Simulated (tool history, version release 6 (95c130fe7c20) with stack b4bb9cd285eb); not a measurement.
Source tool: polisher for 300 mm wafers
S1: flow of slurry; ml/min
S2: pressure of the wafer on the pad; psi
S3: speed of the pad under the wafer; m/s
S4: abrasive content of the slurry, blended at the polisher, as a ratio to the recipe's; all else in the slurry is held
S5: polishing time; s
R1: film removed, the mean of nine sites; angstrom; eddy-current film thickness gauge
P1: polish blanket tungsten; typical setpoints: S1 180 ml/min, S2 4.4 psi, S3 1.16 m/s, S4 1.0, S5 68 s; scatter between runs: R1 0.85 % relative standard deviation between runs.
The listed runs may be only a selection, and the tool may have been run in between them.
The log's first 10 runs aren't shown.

{"hour": 136.2, "done": "head pressure recalibrated"}
{"run": 11, "hour": 149.3, "S1": 180, "S2": 4.4, "S3": 1.16, "S4": 1.0, "S5": 68, "R1": 3577.1}
{"run": 12, "hour": 166.7, "S1": 180, "S2": 4.4, "S3": 1.16, "S4": 1.0, "S5": 32, "R1": 1659.8}
{"run": 13, "hour": 184.0, "S1": 180, "S2": 4.4, "S3": 1.16, "S4": 0.6, "S5": 68, "R1": 3181.0}
{"run": 14, "hour": 201.2, "S1": 180, "S2": 4.4, "S3": 1.16, "S4": 1.4, "S5": 68, "R1": 3846.2}
{"run": 15, "hour": 209.9, "S1": 180, "S2": 4.4, "S3": 1.16, "S4": 1.0, "S5": 68, "R1": 3521.9}
{"run": 16, "hour": 223.3, "S1": 180, "S2": 4.4, "S3": 1.16, "S4": 1.0, "S5": 96, "R1": 4975.6}
{"run": 17, "hour": 238.4, "S1": 230, "S2": 4.4, "S3": 1.16, "S4": 1.0, "S5": 68, "R1": 3663.2}
{"run": 18, "hour": 249.4, "S1": 180, "S2": 6.6, "S3": 1.16, "S4": 1.0, "S5": 68, "R1": 5295.9}
{"run": 19, "hour": 258.9, "S1": 180, "S2": 4.4, "S3": 1.16, "S4": 1.0, "S5": 68, "R1": 3532.3}
{"run": 20, "hour": 268.4, "S1": 180, "S2": 4.4, "S3": 1.16, "S4": 1.0, "S5": 68, "R1": 3538.7}
{"run": 21, "hour": 284.4, "S1": 180, "S2": 4.4, "S3": 1.16, "S4": 1.0, "S5": 68, "R1": 3415.5}
{"run": 22, "hour": 293.7, "S1": 180, "S2": 4.4, "S3": 1.16, "S4": 1.0, "S5": 68, "R1": 3401.2}
{"run": 23, "hour": 302.8, "S1": 180, "S2": 4.4, "S3": 1.16, "S4": 1.0, "S5": 68, "R1": 3375.2}
{"run": 24, "hour": 315.2, "S1": 180, "S2": 4.4, "S3": 1.16, "S4": 1.0, "S5": 68, "R1": 3303.2}

Run 25, settings as shown, results not yet in. Your forecast:
{"hour": 319.0, "done": "head pressure recalibrated"}
{"hour": 319.5, "done": "worn pad replaced by a new one"}
{"hour": 321.8, "done": "slurry blender recalibrated"}
{"run": 25, "hour": 333.0, "S1": 180, "S2": 4.4, "S3": 1.16, "S4": 1.0, "S5": 68, "R1": "?"}

Run 25 came out at R1 3277.5 angstrom.
